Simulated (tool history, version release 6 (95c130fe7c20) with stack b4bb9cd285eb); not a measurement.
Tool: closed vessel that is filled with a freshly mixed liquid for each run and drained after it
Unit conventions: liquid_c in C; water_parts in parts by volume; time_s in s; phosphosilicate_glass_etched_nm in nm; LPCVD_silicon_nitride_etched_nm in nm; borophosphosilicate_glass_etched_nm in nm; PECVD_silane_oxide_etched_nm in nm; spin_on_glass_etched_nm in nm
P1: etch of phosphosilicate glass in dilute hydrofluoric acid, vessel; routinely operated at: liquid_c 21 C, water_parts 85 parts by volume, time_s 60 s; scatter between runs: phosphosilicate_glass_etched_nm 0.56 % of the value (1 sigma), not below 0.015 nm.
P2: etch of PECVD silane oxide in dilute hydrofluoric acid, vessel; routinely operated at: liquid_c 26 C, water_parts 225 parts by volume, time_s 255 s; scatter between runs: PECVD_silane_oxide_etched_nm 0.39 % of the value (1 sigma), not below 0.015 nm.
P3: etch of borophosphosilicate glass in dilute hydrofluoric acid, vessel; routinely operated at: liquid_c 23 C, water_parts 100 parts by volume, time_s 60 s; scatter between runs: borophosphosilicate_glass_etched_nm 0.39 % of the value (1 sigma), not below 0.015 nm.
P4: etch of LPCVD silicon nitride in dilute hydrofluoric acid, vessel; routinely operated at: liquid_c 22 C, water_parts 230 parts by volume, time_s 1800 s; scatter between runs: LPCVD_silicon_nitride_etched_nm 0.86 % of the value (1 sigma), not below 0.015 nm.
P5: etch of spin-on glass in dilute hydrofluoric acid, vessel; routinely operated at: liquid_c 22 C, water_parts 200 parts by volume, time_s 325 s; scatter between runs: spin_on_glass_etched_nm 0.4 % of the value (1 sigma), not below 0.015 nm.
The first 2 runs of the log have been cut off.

run   hour  process  liquid_c  water_parts  time_s  hours since the thermometer was replaced  hours since the hydrofluoric acid flow meter was replaced  phosphosilicate_glass_etched_nm  LPCVD_silicon_nitride_etched_nm  borophosphosilicate_glass_etched_nm  PECVD_silane_oxide_etched_nm  spin_on_glass_etched_nm
  3   31.5       P1      17.5           85      85                                     243.9                                                      427.6                           155.68
  4   42.2       P4        22          230    1800                                     254.6                                                      438.3                                                            3.0744
  5   48.2       P1        21           35      60                                     260.6                                                      444.3                           329.54
  6     58       P1        21           85      60                                     270.4                                                      454.1                           127.95
  7   69.3       P4        30          230    1800                                     281.7                                                      465.4                                                             5.138
  8   76.5       P1        17           85      60                                     288.9                                                      472.6                           108.33
  9   84.2       P1        21           85      30                                     296.6                                                      480.3                           63.028
 10   96.1       P3        23          100      60                                     308.5                                                      492.2                                                                                                 25.557
 11  103.2       P1      25.5           85      60                                     315.6                                                      499.3                            152.8
 12  115.1       P2        26           45     255                                     327.5                                                      511.2                                                                                                                               231.59
 13  125.8       P3        23          100      30                                     338.2                                                      521.9                                                                                                 12.856
 14  135.6       P1        21           85     115                                       348                                                      531.7                           245.21
 15  147.3       P3        17          100      60                                     359.7                                                      543.4                                                                                                 19.912
 16  158.3       P5      29.5          200     325                                     370.7                                                      554.4                                                                                                                                                        47.381
 17  168.2       P3        23          100      60                                     380.6                                                      564.3                                                                                                 25.591
 18  178.5       P1        21           85      60                                     390.9                                                      574.6                           126.83
 19  189.8       P2        26          225     255                                     402.2                                                      585.9                                                                                                                               37.005
 20  200.4       P1        21          120      60                                     412.8                                                      596.5                           86.833
 21    208       P4        22          230     280                                     420.4                                                      604.1                                                           0.47289
 22  213.7       P1        21           85      60                                     426.1                                                      609.8                           127.28
 23  219.9       P2        18          225     255                                     432.3                                                        616                                                                                                                               27.299
 24  225.5       P5        22          200     615                                     437.9                                                      621.6                                                                                                                                                         68.44
 25  231.2       P1        17           85      30                                     443.6                                                      627.3                           54.286
 26  237.8       P3        23          180      60                                     450.2                                                      633.9                                                                                                 13.043
 27  245.9       P5        22           65     325                                     458.3                                                        642                                                                                                                                                        128.62

Run 28, settings as shown, results not yet in. Your forecast:
 28  253.5       P4        22          405    1800                                     465.9                                                      649.6                                                                 ?

LPCVD_silicon_nitride_etched_nm: 1.7845 nm
